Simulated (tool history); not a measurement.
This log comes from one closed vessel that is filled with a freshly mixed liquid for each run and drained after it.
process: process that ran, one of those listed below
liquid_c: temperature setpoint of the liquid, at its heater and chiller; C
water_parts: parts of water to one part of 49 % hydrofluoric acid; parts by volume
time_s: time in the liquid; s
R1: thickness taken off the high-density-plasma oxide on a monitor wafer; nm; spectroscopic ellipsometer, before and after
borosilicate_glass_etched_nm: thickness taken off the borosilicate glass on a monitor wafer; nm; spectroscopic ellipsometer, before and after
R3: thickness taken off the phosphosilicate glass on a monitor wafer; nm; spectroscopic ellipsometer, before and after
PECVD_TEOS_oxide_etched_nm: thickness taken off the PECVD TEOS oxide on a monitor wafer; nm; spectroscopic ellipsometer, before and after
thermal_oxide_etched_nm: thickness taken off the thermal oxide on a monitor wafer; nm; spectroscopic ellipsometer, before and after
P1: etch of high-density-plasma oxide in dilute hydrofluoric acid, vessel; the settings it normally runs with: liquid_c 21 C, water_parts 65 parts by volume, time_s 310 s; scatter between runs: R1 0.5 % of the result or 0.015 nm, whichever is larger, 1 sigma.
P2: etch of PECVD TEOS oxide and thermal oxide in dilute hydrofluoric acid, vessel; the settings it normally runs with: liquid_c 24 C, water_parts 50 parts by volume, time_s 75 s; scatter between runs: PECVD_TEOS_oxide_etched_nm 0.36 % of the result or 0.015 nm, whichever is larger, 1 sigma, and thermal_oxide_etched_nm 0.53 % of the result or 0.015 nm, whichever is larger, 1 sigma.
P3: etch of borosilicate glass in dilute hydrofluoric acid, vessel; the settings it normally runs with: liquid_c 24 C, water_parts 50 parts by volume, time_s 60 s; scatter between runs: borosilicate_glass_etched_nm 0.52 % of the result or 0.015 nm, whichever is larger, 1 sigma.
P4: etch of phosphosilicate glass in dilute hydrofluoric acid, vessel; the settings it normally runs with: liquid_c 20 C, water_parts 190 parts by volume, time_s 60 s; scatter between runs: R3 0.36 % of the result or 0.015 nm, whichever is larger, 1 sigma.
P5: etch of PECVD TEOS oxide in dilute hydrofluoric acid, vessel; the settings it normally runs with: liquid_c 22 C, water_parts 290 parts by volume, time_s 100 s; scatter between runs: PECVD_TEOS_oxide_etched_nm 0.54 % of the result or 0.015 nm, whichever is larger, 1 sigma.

Run 1, hour 9.9: process P1, liquid_c 21 C, water_parts 65 parts by volume, time_s 310 s. Result: R1 26.5210 nm.
Run 2, hour 23.1: process P1, liquid_c 26 C, water_parts 65 parts by volume, time_s 310 s. Result: R1 32.7370 nm.
Run 3, hour 33.4: process P1, liquid_c 21 C, water_parts 110 parts by volume, time_s 310 s. Result: R1 14.9450 nm.
Run 4, hour 42.7: process P3, liquid_c 19 C, water_parts 50 parts by volume, time_s 60 s. Result: borosilicate_glass_etched_nm 26.247 nm.
Run 5, hour 55.8: process P4, liquid_c 17 C, water_parts 190 parts by volume, time_s 60 s. Result: R3 13.1680 nm.
Run 6, hour 62.7: process P1, liquid_c 21 C, water_parts 65 parts by volume, time_s 310 s. Result: R1 26.5600 nm.
Run 7, hour 72.5: process P2, liquid_c 24 C, water_parts 50 parts by volume, time_s 30 s. Result: PECVD_TEOS_oxide_etched_nm 5.6598 nm, thermal_oxide_etched_nm 2.9296 nm.
Run 8, hour 84.2: process P2, liquid_c 28 C, water_parts 50 parts by volume, time_s 75 s. Result: PECVD_TEOS_oxide_etched_nm 16.5780 nm, thermal_oxide_etched_nm 8.6918 nm.
Run 9, hour 94.3: process P4, liquid_c 20 C, water_parts 190 parts by volume, time_s 30 s. Result: R3 7.4247 nm.
Run 10, hour 106.2: process P4, liquid_c 20 C, water_parts 190 parts by volume, time_s 60 s. Result: R3 14.9270 nm.
Run 11, hour 115.9: process P5, liquid_c 17 C, water_parts 290 parts by volume, time_s 100 s. Result: PECVD_TEOS_oxide_etched_nm 5.9611 nm.
Run 12, hour 122.4: process P5, liquid_c 22 C, water_parts 290 parts by volume, time_s 30 s. Result: PECVD_TEOS_oxide_etched_nm 2.1333 nm.
Run 13, hour 134.2: process P1, liquid_c 21 C, water_parts 30 parts by volume, time_s 155 s. Result: R1 30.1810 nm.
Run 14, hour 147.9: process P2, liquid_c 24 C, water_parts 50 parts by volume, time_s 75 s. Result: PECVD_TEOS_oxide_etched_nm 14.2000 nm, thermal_oxide_etched_nm 7.3923 nm.
Run 15, hour 157.0: process P5, liquid_c 22 C, water_parts 290 parts by volume, time_s 100 s. Result: PECVD_TEOS_oxide_etched_nm 7.1021 nm.
Run 16, hour 164.5: process P2, liquid_c 24 C, water_parts 50 parts by volume, time_s 75 s. Result: PECVD_TEOS_oxide_etched_nm 14.1970 nm, thermal_oxide_etched_nm 7.3848 nm.
At hour 170.9: hydrofluoric acid flow meter replaced.
Run 17, hour 179.0: process P1, liquid_c 21 C, water_parts 65 parts by volume, time_s 310 s. Result: R1 26.6720 nm.
Run 18, hour 193.5: process P3, liquid_c 24 C, water_parts 50 parts by volume, time_s 30 s. Result: borosilicate_glass_etched_nm 16.060 nm.
Run 19, hour 204.5: process P3, liquid_c 24 C, water_parts 50 parts by volume, time_s 60 s. Result: borosilicate_glass_etched_nm 32.174 nm.
Run 20, hour 217.8: process P1, liquid_c 21 C, water_parts 65 parts by volume, time_s 310 s. Result: R1 26.5740 nm.
Run 21, hour 224.4: process P1, liquid_c 21 C, water_parts 65 parts by volume, time_s 605 s. Result: R1 51.5500 nm.
Run 22, hour 238.6: process P1, liquid_c 21 C, water_parts 65 parts by volume, time_s 85 s. Result: R1 7.2518 nm.
Run 23, hour 246.8: process P3, liquid_c 24 C, water_parts 50 parts by volume, time_s 60 s. Result: borosilicate_glass_etched_nm 31.984 nm.
Run 24, hour 259.7: process P1, liquid_c 21 C, water_parts 20 parts by volume, time_s 145 s. Result: R1 43.0910 nm.
Run 25, hour 269.5: process P1, liquid_c 21 C, water_parts 65 parts by volume, time_s 310 s. Result: R1 26.4600 nm.
Run 26, hour 278.0: process P4, liquid_c 20 C, water_parts 190 parts by volume, time_s 60 s. Result: R3 14.8670 nm.
Run 27, hour 290.7: process P3, liquid_c 24 C, water_parts 30 parts by volume, time_s 60 s. Result: borosilicate_glass_etched_nm 55.638 nm.
Run 28, hour 300.8: process P4, liquid_c 20 C, water_parts 50 parts by volume, time_s 60 s. Result: R3 65.8730 nm.
Run 29, hour 313.6: process P2, liquid_c 24 C, water_parts 80 parts by volume, time_s 75 s. Result: PECVD_TEOS_oxide_etched_nm 8.5149 nm, thermal_oxide_etched_nm 4.4035 nm.
Run 30, hour 327.4: process P1, liquid_c 21 C, water_parts 35 parts by volume, time_s 310 s. Result: R1 50.9940 nm.
Run 31, hour 334.4: process P1, liquid_c 17 C, water_parts 65 parts by volume, time_s 310 s. Result: R1 22.3400 nm.
Run 32, hour 344.0: process P5, liquid_c 22 C, water_parts 530 parts by volume, time_s 100 s. Result: PECVD_TEOS_oxide_etched_nm 3.2044 nm.
Run 33, hour 357.2: process P1, liquid_c 21 C, water_parts 45 parts by volume, time_s 30 s. Result: R1 3.7720 nm.
Run 34, hour 371.5: process P1, liquid_c 21 C, water_parts 65 parts by volume, time_s 310 s. Result: R1 26.5890 nm.
Run 35, hour 383.0: process P1, liquid_c 21 C, water_parts 65 parts by volume, time_s 310 s. Result: R1 28.0990 nm.
Run 36, hour 390.0: process P1, liquid_c 21 C, water_parts 65 parts by volume, time_s 310 s. Result: R1 28.5250 nm.
Run 37, hour 400.4: process P1, liquid_c 21 C, water_parts 65 parts by volume, time_s 310 s. Result: R1 28.7960 nm.
Run 38, hour 413.0: process P1, liquid_c 21 C, water_parts 65 parts by volume, time_s 310 s. Result: R1 29.0500 nm.
Run 39, hour 424.3: process P1, liquid_c 21 C, water_parts 65 parts by volume, time_s 310 s. Result: R1 29.2230 nm.
Run 40, hour 436.6: process P1, liquid_c 21 C, water_parts 65 parts by volume, time_s 310 s. Result: R1 29.5150 nm.
Run 41, hour 450.5: process P1, liquid_c 21 C, water_parts 65 parts by volume, time_s 310 s. Result: R1 29.4130 nm.

The output of P1 has drifted from where it used to be. Each of the 2 causes below, taken at the size shown beside it, accounts for the log equally well:
A: hydrofluoric acid flow above the setpoint (%) = 9.27
B: liquid hotter than its thermometer reads (K) = 2.32
The gradual shift began around hour 371.5.

The list below offers 4 check runs, each averaging the results of 2 wafers, and shows each result as a question mark. For which of them would the listed causes give clearly different results?
Run check 1, hour 464.4: process P4, liquid_c 20 C, water_parts 80 parts by volume, time_s 60 s. Result: R3 ?.
Run check 2, hour 464.4: process P5, liquid_c 17 C, water_parts 465 parts by volume, time_s 100 s. Result: PECVD_TEOS_oxide_etched_nm ?.
Run check 3, hour 464.4: process P3, liquid_c 24 C, water_parts 35 parts by volume, time_s 30 s. Result: borosilicate_glass_etched_nm ?.
Run check 4, hour 464.4: process P2, liquid_c 24 C, water_parts 75 parts by volume, time_s 30 s. Result: PECVD_TEOS_oxide_etched_nm ?, thermal_oxide_etched_nm ?.

Predicted outcomes, by check and by cause:
  check                        result     if A     if B
check 1                            R3  43.7360  43.6940
check 2    PECVD_TEOS_oxide_etched_nm   3.6402   3.5035
check 3  borosilicate_glass_etched_nm   25.710   25.791
check 4    PECVD_TEOS_oxide_etched_nm   4.0264   4.0101
check 4       thermal_oxide_etched_nm   2.0846   2.0762
Minimum pairwise separation of causes per check, each pair taken at its best-separating result: check 1 0.1 %; check 2 3.83 %; check 3 0.31 %; check 4 0.41 %
Of the check runs offered, only check 2 discriminates between the causes; the rest would read about the same regardless of which cause applies.

With check 2 done, the readings were: PECVD_TEOS_oxide_etched_nm 3.6407 nm. Identify which of the listed causes applies.

It was cause A: hydrofluoric acid flow above the setpoint (%).
